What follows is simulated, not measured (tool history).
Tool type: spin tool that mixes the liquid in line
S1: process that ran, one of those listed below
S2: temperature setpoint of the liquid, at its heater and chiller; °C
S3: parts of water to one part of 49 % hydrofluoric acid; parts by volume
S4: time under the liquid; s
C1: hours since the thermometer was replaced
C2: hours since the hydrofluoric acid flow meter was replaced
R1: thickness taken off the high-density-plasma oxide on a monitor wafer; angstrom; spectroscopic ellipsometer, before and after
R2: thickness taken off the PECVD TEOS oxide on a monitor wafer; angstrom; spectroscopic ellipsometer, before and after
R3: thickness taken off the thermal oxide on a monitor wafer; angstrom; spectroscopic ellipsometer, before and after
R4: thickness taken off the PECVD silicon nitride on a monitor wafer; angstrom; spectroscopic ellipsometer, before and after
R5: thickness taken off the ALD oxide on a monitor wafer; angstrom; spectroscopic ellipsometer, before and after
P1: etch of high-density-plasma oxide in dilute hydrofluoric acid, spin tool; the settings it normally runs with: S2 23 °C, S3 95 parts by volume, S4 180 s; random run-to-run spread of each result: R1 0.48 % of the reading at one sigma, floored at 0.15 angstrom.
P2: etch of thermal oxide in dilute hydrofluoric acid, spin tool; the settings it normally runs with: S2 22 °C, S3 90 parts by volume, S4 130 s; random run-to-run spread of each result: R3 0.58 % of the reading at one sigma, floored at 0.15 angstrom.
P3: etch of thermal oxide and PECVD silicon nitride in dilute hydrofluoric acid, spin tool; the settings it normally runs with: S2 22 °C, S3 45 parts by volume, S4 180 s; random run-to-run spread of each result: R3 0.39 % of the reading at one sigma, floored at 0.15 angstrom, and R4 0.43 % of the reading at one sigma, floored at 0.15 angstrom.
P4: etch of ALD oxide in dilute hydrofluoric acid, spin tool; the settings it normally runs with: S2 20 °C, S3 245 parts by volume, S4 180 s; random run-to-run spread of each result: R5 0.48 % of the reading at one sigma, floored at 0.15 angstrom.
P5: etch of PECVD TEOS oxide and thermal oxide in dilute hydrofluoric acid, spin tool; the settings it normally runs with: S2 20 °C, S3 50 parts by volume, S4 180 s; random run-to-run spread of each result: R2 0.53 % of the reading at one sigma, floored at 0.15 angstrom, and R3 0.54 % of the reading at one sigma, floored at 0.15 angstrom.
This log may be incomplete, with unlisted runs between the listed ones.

{"run": 1, "hour": 7.5, "S1": "P1", "S2": 23, "S3": 95, "S4": 180, "C1": 1126.1, "C2": 94.8, "R1": 90.519}
{"run": 2, "hour": 14.3, "S1": "P1", "S2": 30.5, "S3": 95, "S4": 180, "C1": 1132.9, "C2": 101.6, "R1": 120.73}
{"run": 3, "hour": 21.0, "S1": "P1", "S2": 23, "S3": 55, "S4": 335, "C1": 1139.6, "C2": 108.3, "R1": 307.64}
{"run": 4, "hour": 26.6, "S1": "P1", "S2": 23, "S3": 95, "S4": 180, "C1": 1145.2, "C2": 113.9, "R1": 90.229}
{"run": 5, "hour": 34.7, "S1": "P1", "S2": 23, "S3": 95, "S4": 180, "C1": 1153.3, "C2": 122, "R1": 90.248}
{"run": 6, "hour": 45.6, "S1": "P5", "S2": 20, "S3": 80, "S4": 180, "C1": 1164.2, "C2": 132.9, "R2": 308.33, "R3": 89.269}
{"run": 7, "hour": 57.7, "S1": "P1", "S2": 23, "S3": 135, "S4": 180, "C1": 1176.3, "C2": 145, "R1": 60.978}
{"run": 8, "hour": 65.2, "S1": "P5", "S2": 20, "S3": 50, "S4": 180, "C1": 1183.8, "C2": 152.5, "R2": 513.77, "R3": 148.11}
{"run": 9, "hour": 74.1, "S1": "P2", "S2": 17, "S3": 90, "S4": 130, "C1": 1192.7, "C2": 161.4, "R3": 49.822}
{"run": 10, "hour": 85.5, "S1": "P5", "S2": 20, "S3": 50, "S4": 80, "C1": 1204.1, "C2": 172.8, "R2": 229.63, "R3": 66.567}
{"run": 11, "hour": 93.8, "S1": "P3", "S2": 22, "S3": 45, "S4": 180, "C1": 1212.4, "C2": 181.1, "R3": 175.75, "R4": 58.115}
{"run": 12, "hour": 100.7, "S1": "P1", "S2": 23, "S3": 95, "S4": 290, "C1": 1219.3, "C2": 188, "R1": 145.84}
{"run": 13, "hour": 109.5, "S1": "P2", "S2": 22, "S3": 90, "S4": 60, "C1": 1228.1, "C2": 196.8, "R3": 28.097}
{"run": 14, "hour": 119.3, "S1": "P2", "S2": 22, "S3": 90, "S4": 130, "C1": 1237.9, "C2": 206.6, "R3": 61.435}
{"run": 15, "hour": 125.5, "S1": "P5", "S2": 28.5, "S3": 50, "S4": 180, "C1": 1244.1, "C2": 212.8, "R2": 731.1, "R3": 211.44}
{"run": 16, "hour": 131.2, "S1": "P2", "S2": 22, "S3": 150, "S4": 130, "C1": 1249.8, "C2": 218.5, "R3": 34.37}
{"run": 17, "hour": 140.9, "S1": "P3", "S2": 22, "S3": 45, "S4": 180, "C1": 1259.5, "C2": 228.2, "R3": 175.42, "R4": 57.814}
{"run": 18, "hour": 153.0, "S1": "P2", "S2": 22, "S3": 90, "S4": 130, "C1": 1271.6, "C2": 240.3, "R3": 60.885}
{"run": 19, "hour": 158.8, "S1": "P1", "S2": 23, "S3": 95, "S4": 180, "C1": 1277.4, "C2": 246.1, "R1": 90.591}
{"run": 20, "hour": 164.4, "S1": "P1", "S2": 23, "S3": 20, "S4": 75, "C1": 1283, "C2": 251.7, "R1": 199.61}
{"run": 21, "hour": 173.5, "S1": "P1", "S2": 17, "S3": 95, "S4": 280, "C1": 1292.1, "C2": 260.8, "R1": 110.55}
{"hour": 174.1, "done": "hydrofluoric acid flow meter replaced"}
{"run": 22, "hour": 184.3, "S1": "P1", "S2": 23, "S3": 95, "S4": 180, "C1": 1302.9, "C2": 10.2, "R1": 91.126}
{"run": 23, "hour": 190.8, "S1": "P5", "S2": 20, "S3": 50, "S4": 180, "C1": 1309.4, "C2": 16.7, "R2": 510.12, "R3": 148.91}
{"run": 24, "hour": 196.2, "S1": "P4", "S2": 20, "S3": 245, "S4": 180, "C1": 1314.8, "C2": 22.1, "R5": 60.114}
{"run": 25, "hour": 207.6, "S1": "P3", "S2": 17, "S3": 45, "S4": 180, "C1": 1326.2, "C2": 33.5, "R3": 141.41, "R4": 40.757}
{"run": 26, "hour": 213.2, "S1": "P4", "S2": 17, "S3": 245, "S4": 180, "C1": 1331.8, "C2": 39.1, "R5": 53.351}
{"run": 27, "hour": 225.0, "S1": "P4", "S2": 20, "S3": 245, "S4": 15, "C1": 1343.6, "C2": 50.9, "R5": 5.1945}

The next listed run, before its measurement:
{"run": 28, "hour": 236.8, "S1": "P4", "S2": 20, "S3": 420, "S4": 180, "C1": 1355.4, "C2": 62.7, "R5": "?"}

R5: 30.229 angstrom

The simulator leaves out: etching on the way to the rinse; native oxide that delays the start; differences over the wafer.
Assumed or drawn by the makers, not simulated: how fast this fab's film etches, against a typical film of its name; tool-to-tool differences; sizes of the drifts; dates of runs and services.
